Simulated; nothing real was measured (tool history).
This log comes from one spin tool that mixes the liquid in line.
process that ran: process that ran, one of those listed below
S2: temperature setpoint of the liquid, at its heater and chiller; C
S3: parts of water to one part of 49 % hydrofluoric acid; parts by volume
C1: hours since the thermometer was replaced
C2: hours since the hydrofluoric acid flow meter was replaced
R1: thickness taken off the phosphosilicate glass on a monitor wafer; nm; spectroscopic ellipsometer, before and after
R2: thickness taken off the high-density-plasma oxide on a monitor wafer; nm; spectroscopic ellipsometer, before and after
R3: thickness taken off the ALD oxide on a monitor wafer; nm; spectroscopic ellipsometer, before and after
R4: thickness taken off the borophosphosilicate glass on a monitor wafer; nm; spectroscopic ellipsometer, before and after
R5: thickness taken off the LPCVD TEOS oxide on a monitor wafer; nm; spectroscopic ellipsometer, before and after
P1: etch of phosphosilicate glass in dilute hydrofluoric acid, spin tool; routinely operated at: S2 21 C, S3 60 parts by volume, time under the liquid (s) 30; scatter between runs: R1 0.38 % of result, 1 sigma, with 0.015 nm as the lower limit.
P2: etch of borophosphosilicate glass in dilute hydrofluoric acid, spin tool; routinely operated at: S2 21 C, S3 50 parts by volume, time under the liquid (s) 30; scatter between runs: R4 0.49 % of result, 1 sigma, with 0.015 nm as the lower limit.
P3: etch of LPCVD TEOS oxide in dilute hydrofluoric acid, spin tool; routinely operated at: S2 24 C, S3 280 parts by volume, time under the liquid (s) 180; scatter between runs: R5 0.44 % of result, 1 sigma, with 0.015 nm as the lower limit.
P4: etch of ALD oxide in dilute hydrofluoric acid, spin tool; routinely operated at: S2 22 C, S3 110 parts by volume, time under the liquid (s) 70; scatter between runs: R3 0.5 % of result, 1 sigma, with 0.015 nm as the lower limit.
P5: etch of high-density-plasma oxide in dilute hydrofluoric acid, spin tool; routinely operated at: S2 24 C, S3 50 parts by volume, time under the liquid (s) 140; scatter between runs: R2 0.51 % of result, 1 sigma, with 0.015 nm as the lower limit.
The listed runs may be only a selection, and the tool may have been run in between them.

run 1 hour=13.1 | process_that_ran=P1 S2=21 S3=60 time_under_the_liquid_(s)=30 | C1=1750.5 C2=546.5 | R1=35.04
run 2 hour=24.5 | process_that_ran=P5 S2=24 S3=50 time_under_the_liquid_(s)=140 | C1=1761.9 C2=557.9 | R2=21.853
run 3 hour=35.1 | process_that_ran=P1 S2=21 S3=60 time_under_the_liquid_(s)=30 | C1=1772.5 C2=568.5 | R1=34.897
run 4 hour=42.3 | process_that_ran=P4 S2=18 S3=110 time_under_the_liquid_(s)=70 | C1=1779.7 C2=575.7 | R3=11.525
run 5 hour=50.9 | process_that_ran=P1 S2=21 S3=60 time_under_the_liquid_(s)=30 | C1=1788.3 C2=584.3 | R1=35.004
run 6 hour=64.5 | process_that_ran=P4 S2=22 S3=175 time_under_the_liquid_(s)=70 | C1=1801.9 C2=597.9 | R3=7.9895
run 7 hour=78.4 | process_that_ran=P2 S2=21 S3=50 time_under_the_liquid_(s)=30 | C1=1815.8 C2=611.8 | R4=23.532
run 8 hour=91.9 | process_that_ran=P2 S2=21 S3=75 time_under_the_liquid_(s)=30 | C1=1829.3 C2=625.3 | R4=15.133
run 9 hour=101.5 | process_that_ran=P1 S2=21 S3=90 time_under_the_liquid_(s)=30 | C1=1838.9 C2=634.9 | R1=22.296
run 10 hour=108.8 | process_that_ran=P1 S2=17 S3=60 time_under_the_liquid_(s)=30 | C1=1846.2 C2=642.2 | R1=29.264
run 11 hour=116.5 | process_that_ran=P2 S2=17 S3=50 time_under_the_liquid_(s)=30 | C1=1853.9 C2=649.9 | R4=19.762
run 12 hour=129.9 | process_that_ran=P2 S2=21 S3=50 time_under_the_liquid_(s)=15 | C1=1867.3 C2=663.3 | R4=11.657
run 13 hour=140.8 | process_that_ran=P1 S2=25.5 S3=60 time_under_the_liquid_(s)=30 | C1=1878.2 C2=674.2 | R1=41.912
run 14 hour=149.5 | process_that_ran=P3 S2=24 S3=280 time_under_the_liquid_(s)=180 | C1=1886.9 C2=682.9 | R5=11.659
run 15 hour=162.4 | process_that_ran=P3 S2=24 S3=130 time_under_the_liquid_(s)=180 | C1=1899.8 C2=695.8 | R5=29.39
run 16 hour=169 | process_that_ran=P4 S2=22 S3=110 time_under_the_liquid_(s)=70 | C1=1906.4 C2=702.4 | R3=13.553
run 17 hour=176.5 | process_that_ran=P3 S2=20 S3=280 time_under_the_liquid_(s)=180 | C1=1913.9 C2=709.9 | R5=10.017
-- hour=185.3 thermometer replaced
run 18 hour=188.4 | process_that_ran=P5 S2=20 S3=50 time_under_the_liquid_(s)=140 | C1=3.1 C2=721.8 | R2=18.57
run 19 hour=197.6 | process_that_ran=P1 S2=21 S3=35 time_under_the_liquid_(s)=15 | C1=12.3 C2=731 | R1=30.786
run 20 hour=206.9 | process_that_ran=P1 S2=21 S3=60 time_under_the_liquid_(s)=60 | C1=21.6 C2=740.3 | R1=69.691
run 21 hour=220.1 | process_that_ran=P5 S2=24 S3=20 time_under_the_liquid_(s)=140 | C1=34.8 C2=753.5 | R2=57.595
run 22 hour=233.1 | process_that_ran=P4 S2=22 S3=110 time_under_the_liquid_(s)=70 | C1=47.8 C2=766.5 | R3=13.427
run 23 hour=244.9 | process_that_ran=P5 S2=24 S3=50 time_under_the_liquid_(s)=25 | C1=59.6 C2=778.3 | R2=3.9634
run 24 hour=251.9 | process_that_ran=P3 S2=24 S3=280 time_under_the_liquid_(s)=180 | C1=66.6 C2=785.3 | R5=11.593
run 25 hour=264.4 | process_that_ran=P1 S2=21 S3=35 time_under_the_liquid_(s)=30 | C1=79.1 C2=797.8 | R1=61.471
run 26 hour=274 | process_that_ran=P1 S2=21 S3=60 time_under_the_liquid_(s)=30 | C1=88.7 C2=807.4 | R1=34.846
run 27 hour=287.5 | process_that_ran=P3 S2=24 S3=280 time_under_the_liquid_(s)=55 | C1=102.2 C2=820.9 | R5=3.5493
run 28 hour=294.6 | process_that_ran=P4 S2=22 S3=110 time_under_the_liquid_(s)=40 | C1=109.3 C2=828 | R3=7.707
run 29 hour=307.8 | process_that_ran=P1 S2=21 S3=60 time_under_the_liquid_(s)=15 | C1=122.5 C2=841.2 | R1=17.475
run 30 hour=318.6 | process_that_ran=P1 S2=21 S3=60 time_under_the_liquid_(s)=30 | C1=133.3 C2=852 | R1=34.606
run 31 hour=328.4 | process_that_ran=P1 S2=21 S3=60 time_under_the_liquid_(s)=30 | C1=143.1 C2=861.8 | R1=34.869
run 32 hour=339.7 | process_that_ran=P1 S2=21 S3=60 time_under_the_liquid_(s)=30 | C1=154.4 C2=873.1 | R1=33.495
run 33 hour=352.4 | process_that_ran=P1 S2=21 S3=60 time_under_the_liquid_(s)=30 | C1=167.1 C2=885.8 | R1=32.533
run 34 hour=366.2 | process_that_ran=P1 S2=21 S3=60 time_under_the_liquid_(s)=30 | C1=180.9 C2=899.6 | R1=32.027
run 35 hour=374 | process_that_ran=P1 S2=21 S3=60 time_under_the_liquid_(s)=30 | C1=188.7 C2=907.4 | R1=31.768
run 36 hour=387.8 | process_that_ran=P1 S2=21 S3=60 time_under_the_liquid_(s)=30 | C1=202.5 C2=921.2 | R1=31.54
run 37 hour=396.1 | process_that_ran=P1 S2=21 S3=60 time_under_the_liquid_(s)=30 | C1=210.8 C2=929.5 | R1=31.598
run 38 hour=407.4 | process_that_ran=P1 S2=21 S3=60 time_under_the_liquid_(s)=30 | C1=222.1 C2=940.8 | R1=31.396
run 39 hour=414 | process_that_ran=P1 S2=21 S3=60 time_under_the_liquid_(s)=30 | C1=228.7 C2=947.4 | R1=31.408

The log shows P1 creeping away from where it was. Any of the 2 causes listed here, at the size stated for it, fits the log just as well as the others:
A: hydrofluoric acid flow below the setpoint (%) = 8.99
B: liquid colder than its thermometer reads (K) = 2.4
Creep in the process output first set in at about hour 328.4.

Consider the 4 single-wafer check runs listed below, results given as question marks: which one distinguishes between the causes by giving clearly different results for each?
run check 1 hour=420.6 | process_that_ran=P2 S2=21 S3=50 time_under_the_liquid_(s)=30 | R4=?
run check 2 hour=420.6 | process_that_ran=P3 S2=24 S3=280 time_under_the_liquid_(s)=180 | R5=?
run check 3 hour=420.6 | process_that_ran=P5 S2=24 S3=50 time_under_the_liquid_(s)=140 | R2=?
run check 4 hour=420.6 | process_that_ran=P4 S2=22 S3=110 time_under_the_liquid_(s)=70 | R3=?

What each check would give under each cause:
check=check_1 result=R4 if_A=21.224 if_B=21.186
check=check_2 result=R5 if_A=10.318 if_B=10.692
check=check_3 result=R2 if_A=19.89 if_B=19.911
check=check_4 result=R3 if_A=12.199 if_B=12.314
Separation of the two closest causes in each check, using whichever result separates them best: check 1 0.18 %; check 2 3.57 %; check 3 0.1 %; check 4 0.94 %
The causes can be told apart only by check 2. The other checks would give nearly the same results under each of them.

With check 2 done, the readings were: R5 10.774 nm. Identify which of the listed causes applies.

It was cause B: liquid colder than its thermometer reads (K).

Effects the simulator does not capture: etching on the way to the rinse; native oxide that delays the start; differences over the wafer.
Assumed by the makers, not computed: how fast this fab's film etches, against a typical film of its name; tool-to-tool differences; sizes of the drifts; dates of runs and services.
